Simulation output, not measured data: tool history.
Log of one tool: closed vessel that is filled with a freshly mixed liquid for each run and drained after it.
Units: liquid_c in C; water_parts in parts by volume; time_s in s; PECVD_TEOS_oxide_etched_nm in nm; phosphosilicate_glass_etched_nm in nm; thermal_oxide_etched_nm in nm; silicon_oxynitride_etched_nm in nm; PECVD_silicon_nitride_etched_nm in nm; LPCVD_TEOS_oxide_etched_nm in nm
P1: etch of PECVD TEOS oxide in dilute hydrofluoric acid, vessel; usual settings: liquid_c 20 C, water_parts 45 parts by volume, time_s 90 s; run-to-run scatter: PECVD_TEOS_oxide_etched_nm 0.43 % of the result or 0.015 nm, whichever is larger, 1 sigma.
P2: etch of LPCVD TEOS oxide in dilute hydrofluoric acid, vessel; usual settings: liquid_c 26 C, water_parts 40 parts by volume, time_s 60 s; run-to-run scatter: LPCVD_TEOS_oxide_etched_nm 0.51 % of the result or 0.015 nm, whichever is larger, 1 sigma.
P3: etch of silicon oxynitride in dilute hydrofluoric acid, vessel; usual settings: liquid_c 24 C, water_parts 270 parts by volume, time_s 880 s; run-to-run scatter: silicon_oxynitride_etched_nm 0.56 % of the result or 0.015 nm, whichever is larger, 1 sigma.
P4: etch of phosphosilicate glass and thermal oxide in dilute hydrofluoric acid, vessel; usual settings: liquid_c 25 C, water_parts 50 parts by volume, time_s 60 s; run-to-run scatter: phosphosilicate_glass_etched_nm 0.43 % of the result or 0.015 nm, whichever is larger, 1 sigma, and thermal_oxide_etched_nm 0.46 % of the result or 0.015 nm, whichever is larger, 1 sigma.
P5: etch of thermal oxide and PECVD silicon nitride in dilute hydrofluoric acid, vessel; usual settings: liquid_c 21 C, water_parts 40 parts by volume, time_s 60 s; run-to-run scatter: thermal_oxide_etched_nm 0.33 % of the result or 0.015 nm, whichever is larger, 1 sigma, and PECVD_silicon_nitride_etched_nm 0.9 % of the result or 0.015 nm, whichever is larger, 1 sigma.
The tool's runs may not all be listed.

run	day	process	liquid_c	water_parts	time_s	hours since the thermometer was replaced	hours since the hydrofluoric acid flow meter was replaced	PECVD_TEOS_oxide_etched_nm	phosphosilicate_glass_etched_nm	thermal_oxide_etched_nm	silicon_oxynitride_etched_nm	PECVD_silicon_nitride_etched_nm	LPCVD_TEOS_oxide_etched_nm
1	0.192	P1	20	45	90	1134.9	730.0	36.307					
2	0.358	P4	25	50	35	1138.9	734.0		108.92	3.4486			
3	0.575	P1	20	45	150	1144.1	739.2	60.035					
4	0.696	P3	24	450	880	1147.0	742.1				2.25680		
5	0.858	P5	21	40	60	1150.9	746.0			6.6911		3.0430	
6	1.075	P4	20	50	60	1156.1	751.2		151.84	4.8105			
7	1.221	P2	26	65	60	1159.6	754.7						24.682
8	1.367	P5	17	40	60	1163.1	758.2			5.6416		2.2976	
9	1.533	P1	25	45	45	1167.1	762.2	22.386					
10	1.721	P5	21	40	30	1171.6	766.7			3.3518		1.5273	
11	1.942	P1	20	45	90	1176.9	772.0	36.227					
12	2.100	P1	20	45	90	1180.7	775.8	35.930					
13	2.233	P2	26	40	95	1183.9	779.0						65.236
14	2.408	P3	24	270	200	1188.1	783.2				0.96444		
15	2.567	P1	25	45	90	1191.9	787.0	44.677					
16	2.788	P3	18	270	880	1197.2	792.3				3.22350		
17	2.979	P5	21	40	60	1201.8	796.9			6.7106		3.0342	
18	3.200	P1	20	45	90	1207.1	802.2	36.052					
19	3.325	P1	20	20	90	1210.1	805.2	82.984					

Run 20 comes next. What will it give?
20	3.454	P1	20	45	90	1213.2	808.3	?					

PECVD_TEOS_oxide_etched_nm: 35.956 nm
